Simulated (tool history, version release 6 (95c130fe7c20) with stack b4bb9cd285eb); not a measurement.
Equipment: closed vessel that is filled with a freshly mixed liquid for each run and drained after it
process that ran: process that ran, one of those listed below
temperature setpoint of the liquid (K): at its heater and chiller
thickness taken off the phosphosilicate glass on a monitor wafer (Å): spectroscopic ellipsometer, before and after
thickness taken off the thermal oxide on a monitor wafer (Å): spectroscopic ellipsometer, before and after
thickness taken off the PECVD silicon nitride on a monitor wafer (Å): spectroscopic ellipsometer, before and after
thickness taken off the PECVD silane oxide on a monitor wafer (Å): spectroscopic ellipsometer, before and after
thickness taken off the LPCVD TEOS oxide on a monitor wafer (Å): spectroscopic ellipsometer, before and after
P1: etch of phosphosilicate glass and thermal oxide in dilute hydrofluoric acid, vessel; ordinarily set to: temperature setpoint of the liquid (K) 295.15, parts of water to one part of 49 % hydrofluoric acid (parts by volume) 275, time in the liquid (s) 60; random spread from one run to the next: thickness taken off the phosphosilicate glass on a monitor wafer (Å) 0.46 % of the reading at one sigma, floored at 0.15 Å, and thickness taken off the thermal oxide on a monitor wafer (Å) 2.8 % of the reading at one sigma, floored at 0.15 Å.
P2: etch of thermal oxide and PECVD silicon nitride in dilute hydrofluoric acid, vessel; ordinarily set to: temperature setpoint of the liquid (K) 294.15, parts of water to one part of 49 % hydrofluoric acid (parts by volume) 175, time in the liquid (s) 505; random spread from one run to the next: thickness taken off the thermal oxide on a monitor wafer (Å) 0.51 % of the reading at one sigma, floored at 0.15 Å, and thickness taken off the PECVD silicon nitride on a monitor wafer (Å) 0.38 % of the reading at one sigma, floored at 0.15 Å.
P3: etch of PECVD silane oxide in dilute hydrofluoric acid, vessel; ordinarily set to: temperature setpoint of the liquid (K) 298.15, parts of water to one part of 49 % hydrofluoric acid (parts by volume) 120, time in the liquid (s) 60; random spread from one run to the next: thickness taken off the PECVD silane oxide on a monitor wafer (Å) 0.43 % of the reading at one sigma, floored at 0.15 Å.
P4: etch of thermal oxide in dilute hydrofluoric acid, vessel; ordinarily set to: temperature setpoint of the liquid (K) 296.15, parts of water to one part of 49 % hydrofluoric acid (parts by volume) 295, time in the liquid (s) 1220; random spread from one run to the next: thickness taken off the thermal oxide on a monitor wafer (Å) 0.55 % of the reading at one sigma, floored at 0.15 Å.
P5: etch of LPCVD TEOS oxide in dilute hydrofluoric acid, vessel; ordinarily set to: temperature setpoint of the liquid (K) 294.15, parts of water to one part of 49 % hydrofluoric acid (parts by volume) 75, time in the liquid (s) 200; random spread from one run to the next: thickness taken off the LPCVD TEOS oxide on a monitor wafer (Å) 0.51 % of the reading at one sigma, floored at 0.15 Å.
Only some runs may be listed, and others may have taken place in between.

| run | day | process that ran | temperature setpoint of the liquid (K) | parts of water to one part of 49 % hydrofluoric acid (parts by volume) | time in the liquid (s) | thickness taken off the phosphosilicate glass on a monitor wafer (Å) | thickness taken off the thermal oxide on a monitor wafer (Å) | thickness taken off the PECVD silicon nitride on a monitor wafer (Å) | thickness taken off the PECVD silane oxide on a monitor wafer (Å) | thickness taken off the LPCVD TEOS oxide on a monitor wafer (Å) |
|---|---|---|---|---|---|---|---|---|---|---|
| 1 | 0.188 | P1 | 295.15 | 275 | 60 | 204.040 | 8.1178 |  |  |  |
| 2 | 0.321 | P1 | 295.15 | 155 | 60 | 407.800 | 15.7740 |  |  |  |
| 3 | 0.421 | P1 | 295.15 | 275 | 95 | 320.150 | 12.5590 |  |  |  |
| 4 | 0.596 | P1 | 295.15 | 275 | 60 | 202.940 | 8.1514 |  |  |  |
| 5 | 0.725 | P2 | 294.15 | 175 | 940 |  | 207.6100 | 249.29 |  |  |
| 6 | 0.812 | P2 | 298.15 | 175 | 505 |  | 128.8700 | 173.47 |  |  |
| 7 | 1.004 | P1 | 300.15 | 275 | 95 | 381.380 | 15.1400 |  |  |  |
| 8 | 1.167 | P1 | 295.15 | 275 | 60 | 203.160 | 7.6986 |  |  |  |
| 9 | 1.279 | P1 | 295.15 | 275 | 60 | 204.080 | 8.5393 |  |  |  |
| 10 | 1.367 | P4 | 291.65 | 295 | 1220 |  | 130.3600 |  |  |  |
| 11 | 1.508 | P1 | 295.15 | 275 | 30 | 101.120 | 4.2469 |  |  |  |
| 12 | 1.633 | P1 | 295.15 | 275 | 60 | 201.580 | 7.8881 |  |  |  |
| 13 | 1.750 | P1 | 301.65 | 275 | 60 | 252.810 | 9.4007 |  |  |  |
| 14 | 1.908 | P4 | 296.15 | 295 | 450 |  | 56.8000 |  |  |  |
| 15 | 2.067 | P1 | 290.65 | 275 | 30 | 86.419 | 3.2259 |  |  |  |
| 16 | 2.229 | P3 | 298.15 | 120 | 60 |  |  |  | 196.680 |  |
| 17 | 2.412 | P5 | 294.15 | 75 | 45 |  |  |  |  | 99.319 |
| 18 | 2.579 | P4 | 296.15 | 55 | 1220 |  | 1080.2000 |  |  |  |
| 19 | 2.750 | P5 | 300.65 | 75 | 200 |  |  |  |  | 572.940 |
| 20 | 2.846 | P2 | 294.15 | 175 | 505 |  | 110.5600 | 133.98 |  |  |
| 21 | 2.958 | P1 | 295.15 | 275 | 60 | 202.400 | 7.6444 |  |  |  |
| 22 | 3.112 | P5 | 294.15 | 75 | 200 |  |  |  |  | 439.030 |
| 23 | 3.212 | P5 | 294.15 | 135 | 200 |  |  |  |  | 228.890 |
| 24 | 3.321 | P1 | 295.15 | 430 | 60 | 111.950 | 4.2534 |  |  |  |
| 25 | 3.421 | P2 | 294.15 | 75 | 505 |  | 291.0600 | 308.34 |  |  |
|  | 3.425 | thermometer replaced |
| 26 | 3.533 | P3 | 298.15 | 120 | 30 |  |  |  | 98.348 |  |
| 27 | 3.683 | P5 | 294.15 | 75 | 200 |  |  |  |  | 437.890 |
| 28 | 3.875 | P1 | 295.15 | 275 | 60 | 201.580 | 8.2468 |  |  |  |
| 29 | 3.967 | P1 | 290.15 | 455 | 60 | 88.435 | 3.4905 |  |  |  |
| 30 | 4.062 | P1 | 290.65 | 275 | 60 | 172.570 | 6.2336 |  |  |  |
| 31 | 4.242 | P4 | 296.15 | 295 | 1220 |  | 155.4000 |  |  |  |
| 32 | 4.350 | P3 | 305.15 | 120 | 60 |  |  |  | 255.460 |  |
| 33 | 4.467 | P3 | 298.15 | 215 | 60 |  |  |  | 98.749 |  |
| 34 | 4.621 | P1 | 295.15 | 275 | 60 | 204.380 | 7.6272 |  |  |  |
| 35 | 4.817 | P1 | 295.15 | 275 | 60 | 199.070 | 7.4885 |  |  |  |
| 36 | 4.996 | P1 | 295.15 | 275 | 60 | 195.810 | 7.1588 |  |  |  |
| 37 | 5.179 | P1 | 295.15 | 275 | 60 | 195.900 | 7.7024 |  |  |  |
| 38 | 5.371 | P1 | 295.15 | 275 | 60 | 192.850 | 7.4935 |  |  |  |
| 39 | 5.554 | P1 | 295.15 | 275 | 60 | 193.880 | 7.4741 |  |  |  |
| 40 | 5.646 | P1 | 295.15 | 275 | 60 | 192.150 | 7.1007 |  |  |  |
| 41 | 5.833 | P1 | 295.15 | 275 | 60 | 191.430 | 7.7708 |  |  |  |
| 42 | 6.021 | P1 | 295.15 | 275 | 60 | 193.130 | 7.2692 |  |  |  |
| 43 | 6.108 | P1 | 295.15 | 275 | 60 | 192.130 | 7.3946 |  |  |  |
| 44 | 6.304 | P1 | 295.15 | 275 | 60 | 191.570 | 7.8619 |  |  |  |
| 45 | 6.396 | P1 | 295.15 | 275 | 60 | 190.750 | 7.3012 |  |  |  |

The log shows P1 creeping away from where it was. Any of the 2 causes listed here, at the size stated for it, fits the log just as well as the others:
A: hydrofluoric acid flow below the setpoint (%) = 4.69
B: liquid colder than its thermometer reads (K) = 1.67
The drift started at roughly day 4.621.

Below are 4 check runs, each on a single wafer, with their results shown as question marks. Which of them would tell the listed causes apart, meaning the causes would give clearly different results under it?
| check 1 | 6.488 | P5 | 300.65 | 115 | 200 |  |  |  |  | ? |
| check 2 | 6.488 | P2 | 294.15 | 175 | 840 |  | ? | ? |  |  |
| check 3 | 6.488 | P3 | 304.65 | 120 | 30 |  |  |  | ? |  |
| check 4 | 6.488 | P4 | 296.15 | 100 | 1220 |  | ? |  |  |  |

Expected result of each check under each candidate cause:
| check | result | if A | if B |
|---|---|---|---|
| check 1 | thickness taken off the LPCVD TEOS oxide on a monitor wafer (Å) | 334.190 | 331.380 |
| check 2 | thickness taken off the thermal oxide on a monitor wafer (Å) | 174.9000 | 173.4300 |
| check 2 | thickness taken off the PECVD silicon nitride on a monitor wafer (Å) | 213.52 | 200.39 |
| check 3 | thickness taken off the PECVD silane oxide on a monitor wafer (Å) | 118.480 | 117.910 |
| check 4 | thickness taken off the thermal oxide on a monitor wafer (Å) | 531.4800 | 524.4300 |
Per check, the gap between the least separated pair of causes, taken in the result that splits them most: check 1 0.84 %; check 2 6.35 %; check 3 0.48 %; check 4 1.34 %
Of the check runs offered, only check 2 discriminates between the causes; the rest would read about the same regardless of which cause applies.

Running check 2 produced the following: thickness taken off the thermal oxide on a monitor wafer (Å) 174.8500; thickness taken off the PECVD silicon nitride on a monitor wafer (Å) 212.37. Which one of the listed causes fits?

It was cause A: hydrofluoric acid flow below the setpoint (%).

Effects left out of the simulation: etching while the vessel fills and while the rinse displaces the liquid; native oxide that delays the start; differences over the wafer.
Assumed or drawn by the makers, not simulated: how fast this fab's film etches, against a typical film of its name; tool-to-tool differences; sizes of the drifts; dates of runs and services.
